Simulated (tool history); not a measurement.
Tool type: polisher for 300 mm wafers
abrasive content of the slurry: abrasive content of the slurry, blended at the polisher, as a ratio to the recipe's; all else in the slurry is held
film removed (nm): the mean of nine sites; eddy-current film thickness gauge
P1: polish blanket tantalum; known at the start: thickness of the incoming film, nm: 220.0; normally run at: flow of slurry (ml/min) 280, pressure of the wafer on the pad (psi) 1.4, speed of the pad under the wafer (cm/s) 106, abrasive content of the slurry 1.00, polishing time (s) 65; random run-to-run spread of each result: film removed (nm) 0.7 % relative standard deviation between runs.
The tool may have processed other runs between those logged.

| run | day | flow of slurry (ml/min) | pressure of the wafer on the pad (psi) | speed of the pad under the wafer (cm/s) | abrasive content of the slurry | polishing time (s) | wafers polished on this pad | hours since the slurry nozzle was cleaned | hours since the head pressure was calibrated | hours since the slurry blender was calibrated | film removed (nm) |
|---|---|---|---|---|---|---|---|---|---|---|---|
| 1 | 0.300 | 280 | 1.4 | 106 | 1.00 | 65 | 343 | 525.6 | 1103.8 | 42.6 | 65.494 |
| 2 | 0.575 | 280 | 1.4 | 106 | 1.00 | 99 | 389 | 532.2 | 1110.4 | 49.2 | 100.090 |
| 3 | 1.021 | 280 | 1.4 | 106 | 1.00 | 65 | 464 | 542.9 | 1121.1 | 59.9 | 65.654 |
| 4 | 1.283 | 280 | 1.4 | 138 | 1.00 | 65 | 507 | 549.2 | 1127.4 | 66.2 | 85.378 |
| 5 | 1.542 | 280 | 1.4 | 106 | 0.60 | 65 | 551 | 555.4 | 1133.6 | 72.4 | 55.123 |
| 6 | 1.958 | 280 | 0.9 | 106 | 0.65 | 65 | 621 | 565.4 | 1143.6 | 82.4 | 36.865 |
| 7 | 2.233 | 280 | 1.4 | 56 | 1.00 | 65 | 667 | 572.0 | 1150.2 | 89.0 | 34.427 |
| 8 | 2.700 | 280 | 2.0 | 106 | 1.00 | 65 | 745 | 583.2 | 1161.4 | 100.2 | 93.776 |
| 9 | 3.088 | 280 | 1.4 | 106 | 1.35 | 65 | 810 | 592.5 | 1170.7 | 109.5 | 70.601 |
|  | 3.396 | head pressure recalibrated |
| 10 | 3.496 | 170 | 1.4 | 106 | 1.00 | 65 | 878 | 602.3 | 2.5 | 119.3 | 61.834 |
| 11 | 3.879 | 280 | 1.4 | 106 | 1.00 | 65 | 942 | 611.5 | 11.7 | 128.5 | 64.870 |
| 12 | 4.142 | 280 | 1.4 | 106 | 1.00 | 65 | 986 | 617.8 | 18.0 | 134.8 | 65.965 |
| 13 | 4.583 | 175 | 1.4 | 106 | 0.55 | 65 | 1060 | 628.4 | 28.6 | 145.4 | 49.645 |
| 14 | 5.071 | 280 | 1.4 | 106 | 1.00 | 65 | 1142 | 640.1 | 40.3 | 157.1 | 65.622 |
| 15 | 5.488 | 280 | 1.4 | 106 | 1.00 | 65 | 1212 | 650.1 | 50.3 | 167.1 | 65.023 |
|  | 5.867 | slurry blender recalibrated |
| 16 | 5.871 | 280 | 0.8 | 106 | 1.00 | 65 | 1276 | 659.3 | 59.5 | 0.2 | 37.673 |
| 17 | 6.308 | 280 | 1.4 | 106 | 1.00 | 42 | 1349 | 669.8 | 70.0 | 10.7 | 41.975 |
| 18 | 6.600 | 425 | 1.4 | 106 | 1.00 | 65 | 1398 | 676.8 | 77.0 | 17.7 | 67.106 |
| 19 | 6.842 | 280 | 1.4 | 106 | 1.00 | 65 | 1439 | 682.6 | 82.8 | 23.5 | 65.249 |
| 20 | 7.075 | 280 | 1.4 | 106 | 1.00 | 65 | 1478 | 688.2 | 88.4 | 29.1 | 64.447 |
| 21 | 7.438 | 280 | 1.4 | 106 | 1.00 | 65 | 1538 | 696.9 | 97.1 | 37.8 | 62.566 |
| 22 | 7.762 | 280 | 1.4 | 106 | 1.00 | 65 | 1593 | 704.7 | 104.9 | 45.6 | 61.326 |
| 23 | 8.196 | 280 | 1.4 | 106 | 1.00 | 65 | 1665 | 715.1 | 115.3 | 56.0 | 59.546 |
|  | 8.433 | head pressure recalibrated |
| 24 | 8.658 | 280 | 1.4 | 106 | 1.00 | 65 | 1743 | 726.2 | 5.4 | 67.1 | 58.768 |
|  | 8.712 | slurry nozzle cleaned |
| 25 | 8.950 | 280 | 1.4 | 106 | 1.00 | 65 | 1792 | 5.8 | 12.4 | 74.1 | 58.817 |
| 26 | 9.283 | 280 | 1.4 | 106 | 1.00 | 65 | 1848 | 13.8 | 20.4 | 82.1 | 59.343 |
| 27 | 9.512 | 280 | 1.4 | 106 | 1.00 | 65 | 1886 | 19.3 | 25.9 | 87.6 | 58.491 |
| 28 | 9.842 | 280 | 1.4 | 106 | 1.00 | 65 | 1941 | 27.2 | 33.8 | 95.5 | 57.815 |
| 29 | 10.300 | 280 | 1.4 | 106 | 1.00 | 65 | 2018 | 38.2 | 44.8 | 106.5 | 59.086 |

The log shows P1 creeping away from where it was. Any of the 2 causes listed here, at the size stated for it, fits the log just as well as the others:
A: removal rate lost through wear of the pad, % = 11
B: abrasive missing from the slurry, % = 30.3
The drift started at roughly day 6.842.
Excluded causes, each with its reason:
slurry flow missing at the pad, %: serviced at day 8.712, which brought nothing back
head's pressure below its setpoint, %: serviced at day 8.433, which brought nothing back

Consider the 4 check runs below, whose results appear as question marks and each of which averages 5 wafers. Which one distinguishes the causes, in that each cause would give it a clearly different result?
| check 1 | 10.758 | 170 | 1.4 | 74 | 1.00 | 65 |  |  |  |  | ? |
| check 2 | 10.758 | 280 | 1.4 | 132 | 1.00 | 95 |  |  |  |  | ? |
| check 3 | 10.758 | 280 | 1.0 | 106 | 1.00 | 65 |  |  |  |  | ? |
| check 4 | 10.758 | 280 | 1.4 | 60 | 0.75 | 65 |  |  |  |  | ? |

How each check would come out, cause by cause:
| check | result | if A | if B |
|---|---|---|---|
| check 1 | film removed (nm) | 38.381 | 38.361 |
| check 2 | film removed (nm) | 106.330 | 106.270 |
| check 3 | film removed (nm) | 41.730 | 41.707 |
| check 4 | film removed (nm) | 30.193 | 29.469 |
Distance between the nearest two causes, measured in the result of the check that separates them most: check 1 0.05 %; check 2 0.05 %; check 3 0.05 %; check 4 2.43 %
Check 4 distinguishes between the causes, while the remaining checks would return nearly the same result for all of them.

Check 4 has now been run. It gave: film removed (nm) 30.297. Which of the candidate causes is it?

The cause is A: removal rate lost through wear of the pad, %.
